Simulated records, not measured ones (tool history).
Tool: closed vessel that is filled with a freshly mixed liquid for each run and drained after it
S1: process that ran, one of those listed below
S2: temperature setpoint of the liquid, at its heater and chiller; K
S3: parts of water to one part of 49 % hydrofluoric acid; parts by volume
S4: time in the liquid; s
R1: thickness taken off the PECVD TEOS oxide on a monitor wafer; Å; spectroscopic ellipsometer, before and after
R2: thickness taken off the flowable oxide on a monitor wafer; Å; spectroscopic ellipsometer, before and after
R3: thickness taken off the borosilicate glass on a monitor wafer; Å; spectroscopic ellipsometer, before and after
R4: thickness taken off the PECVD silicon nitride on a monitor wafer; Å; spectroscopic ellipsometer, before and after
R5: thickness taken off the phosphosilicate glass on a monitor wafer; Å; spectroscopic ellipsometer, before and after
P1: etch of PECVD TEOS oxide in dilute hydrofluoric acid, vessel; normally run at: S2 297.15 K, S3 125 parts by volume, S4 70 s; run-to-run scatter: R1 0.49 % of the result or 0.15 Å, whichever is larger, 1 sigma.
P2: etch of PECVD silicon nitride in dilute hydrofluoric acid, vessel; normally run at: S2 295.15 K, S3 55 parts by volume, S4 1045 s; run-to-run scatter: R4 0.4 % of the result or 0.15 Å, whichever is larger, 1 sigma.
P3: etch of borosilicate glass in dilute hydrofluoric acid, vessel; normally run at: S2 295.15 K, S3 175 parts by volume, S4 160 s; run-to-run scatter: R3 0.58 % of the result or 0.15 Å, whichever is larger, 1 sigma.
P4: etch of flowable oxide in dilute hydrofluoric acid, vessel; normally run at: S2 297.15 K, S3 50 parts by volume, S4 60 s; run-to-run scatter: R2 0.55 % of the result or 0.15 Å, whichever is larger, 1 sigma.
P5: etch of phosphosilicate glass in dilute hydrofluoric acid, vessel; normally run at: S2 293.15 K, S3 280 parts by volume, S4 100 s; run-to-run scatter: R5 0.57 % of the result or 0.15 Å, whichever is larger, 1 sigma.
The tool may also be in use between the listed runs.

run   hour  S1      S2   S3    S4      R1      R2      R3      R4      R5
  1   15.6  P1  297.15  125    70  62.559
  2   26.7  P4  297.15   50    60          437.85
  3   39.4  P4  297.15   90    60          230.06
  4     51  P1  297.15  195    70  37.023
  5   62.6  P1  297.15  125    70  62.735
  6   71.7  P1  297.15  125   130  116.68
  7   86.2  P3  290.65  175   160                  256.41
  8  102.9  P3  295.15  175    50                  94.602
  9  119.2  P1  297.15  125    30  26.772
 10  129.5  P2  290.15   55  1045                          270.55
 11    146  P1  293.65  125    70  54.109
 12  162.7  P1  297.15  210   125  59.446
 13  170.2  P1  297.15  125    70  62.522
 14  183.8  P4  297.15   50   100          719.56
 15  197.5  P5  300.65  280   100                                  199.18
 16  207.1  P4  290.65   50    60          328.01
 17  220.3  P2  295.15   55  1045                             386
 18  233.8  P1  297.15  125    70  62.636
 19  243.8  P5  293.15  150   100                                  321.39
 20  260.2  P2  295.15   30  1045                          699.06
 21  267.9  P1  302.65  125    70  76.906
 22  282.8  P1  297.15  125    70  62.991
 23  291.7  P5  293.15  280   100                                  150.87
 24    308  P1  297.15   75    70  110.82

Forecast run 25:
 25   324  P3  295.15  175  160           ?

R3: 302.54 Å
